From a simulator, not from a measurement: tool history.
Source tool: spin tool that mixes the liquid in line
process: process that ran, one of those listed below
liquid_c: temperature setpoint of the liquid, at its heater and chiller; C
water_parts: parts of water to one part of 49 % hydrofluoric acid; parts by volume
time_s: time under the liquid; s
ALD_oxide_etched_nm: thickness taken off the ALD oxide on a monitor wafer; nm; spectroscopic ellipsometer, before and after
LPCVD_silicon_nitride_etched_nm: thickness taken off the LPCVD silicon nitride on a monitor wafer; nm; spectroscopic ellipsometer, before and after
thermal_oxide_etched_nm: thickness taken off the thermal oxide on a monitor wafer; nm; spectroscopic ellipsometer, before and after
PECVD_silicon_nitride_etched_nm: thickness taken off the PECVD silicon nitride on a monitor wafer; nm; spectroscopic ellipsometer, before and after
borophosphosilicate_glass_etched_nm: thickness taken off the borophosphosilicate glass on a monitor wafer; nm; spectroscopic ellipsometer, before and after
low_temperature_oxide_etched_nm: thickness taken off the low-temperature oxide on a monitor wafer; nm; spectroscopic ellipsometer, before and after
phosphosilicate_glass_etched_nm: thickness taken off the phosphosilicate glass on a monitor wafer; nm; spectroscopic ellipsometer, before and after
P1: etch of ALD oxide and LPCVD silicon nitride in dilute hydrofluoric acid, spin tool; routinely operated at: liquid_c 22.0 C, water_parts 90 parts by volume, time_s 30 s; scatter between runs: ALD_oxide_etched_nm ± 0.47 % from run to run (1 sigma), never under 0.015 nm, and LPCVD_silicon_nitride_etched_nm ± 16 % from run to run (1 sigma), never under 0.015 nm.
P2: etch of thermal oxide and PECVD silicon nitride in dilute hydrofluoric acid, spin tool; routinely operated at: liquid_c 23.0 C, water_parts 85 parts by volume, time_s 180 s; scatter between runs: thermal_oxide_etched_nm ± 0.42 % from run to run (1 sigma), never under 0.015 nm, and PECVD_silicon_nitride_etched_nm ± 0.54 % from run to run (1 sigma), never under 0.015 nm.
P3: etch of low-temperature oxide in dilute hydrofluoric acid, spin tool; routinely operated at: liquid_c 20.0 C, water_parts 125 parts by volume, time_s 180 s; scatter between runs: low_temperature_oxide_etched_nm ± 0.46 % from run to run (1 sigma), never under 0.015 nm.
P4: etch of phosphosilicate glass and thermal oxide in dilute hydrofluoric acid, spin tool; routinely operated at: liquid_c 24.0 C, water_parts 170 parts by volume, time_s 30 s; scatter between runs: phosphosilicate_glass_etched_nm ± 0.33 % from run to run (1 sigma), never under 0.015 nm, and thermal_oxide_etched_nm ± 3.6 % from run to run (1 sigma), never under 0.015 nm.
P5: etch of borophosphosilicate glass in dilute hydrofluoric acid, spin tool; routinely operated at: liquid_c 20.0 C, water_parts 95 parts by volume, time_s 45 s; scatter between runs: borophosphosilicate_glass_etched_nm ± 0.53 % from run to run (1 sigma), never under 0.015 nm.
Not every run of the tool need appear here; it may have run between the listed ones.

run   hour  process  liquid_c  water_parts  time_s  ALD_oxide_etched_nm  LPCVD_silicon_nitride_etched_nm  thermal_oxide_etched_nm  PECVD_silicon_nitride_etched_nm  borophosphosilicate_glass_etched_nm  low_temperature_oxide_etched_nm  phosphosilicate_glass_etched_nm
  1    6.5       P1      22.0           90      30               6.3365                         0.084469
  2   15.1       P2      23.0           85     180                                                                        9.33010                          7.27480
  3   25.9       P5      17.0           95      45                                                                                                                                               25.939
  4   31.5       P1      22.0           90      30               6.3610                         0.152710
  5   36.9       P3      20.0          125     305                                                                                                                                                                               21.2280
  6   42.6       P4      24.0          170      30                                                                        0.78168                                                                                                                                  28.269
  7   49.3       P4      24.0          170      30                                                                        0.76698                                                                                                                                  28.487
      52.8  -- thermometer replaced
  8   59.0       P5      20.0           95      45                                                                                                                                               29.018
  9   68.8       P3      20.0          190     180                                                                                                                                                                                7.6925
 10   79.0       P1      30.0           90      30               8.6183                         0.189310
 11   85.3       P2      23.0           85     180                                                                        9.27980                          7.33100
 12   95.8       P3      20.0          125     180                                                                                                                                                                               12.5370
 13  100.7       P5      20.0           95      45                                                                                                                                               29.237
 14  109.5       P5      20.0           95      70                                                                                                                                               45.809
 15  119.9       P1      22.0           90      45               9.5221                         0.232400
 16  128.0       P4      20.5          170      30                                                                        0.63759                                                                                                                                  24.858
 17  138.0       P1      22.0          165      30               3.1886                         0.068565
 18  147.6       P4      24.0           35      30                                                                        4.31220                                                                                                                                 162.880
 19  156.7       P1      22.0           40      30              14.9800                         0.351130
 20  167.3       P1      22.0           90      15               3.1669                         0.056976
 21  173.6       P1      22.0           90      30               6.2507                         0.099892
 22  182.1       P1      17.0          150      30               2.8792                         0.087289
 23  191.5       P1      22.0           90      30               6.3508                         0.141430
 24  201.3       P2      23.0           85      15                                                                        0.80899                          0.63656
 25  210.5       P3      20.0          125     180                                                                                                                                                                               12.6210
 26  215.9       P1      27.5          120      30               5.7055                         0.123510
 27  222.7       P5      20.0           20      45                                                                                                                                              150.530

For run 28, what comes out?
 28  233.5       P2      23.0          135     180                                                                              ?                                ?

Run 28 measured thermal_oxide_etched_nm 5.48190 nm, PECVD_silicon_nitride_etched_nm 4.61800 nm.
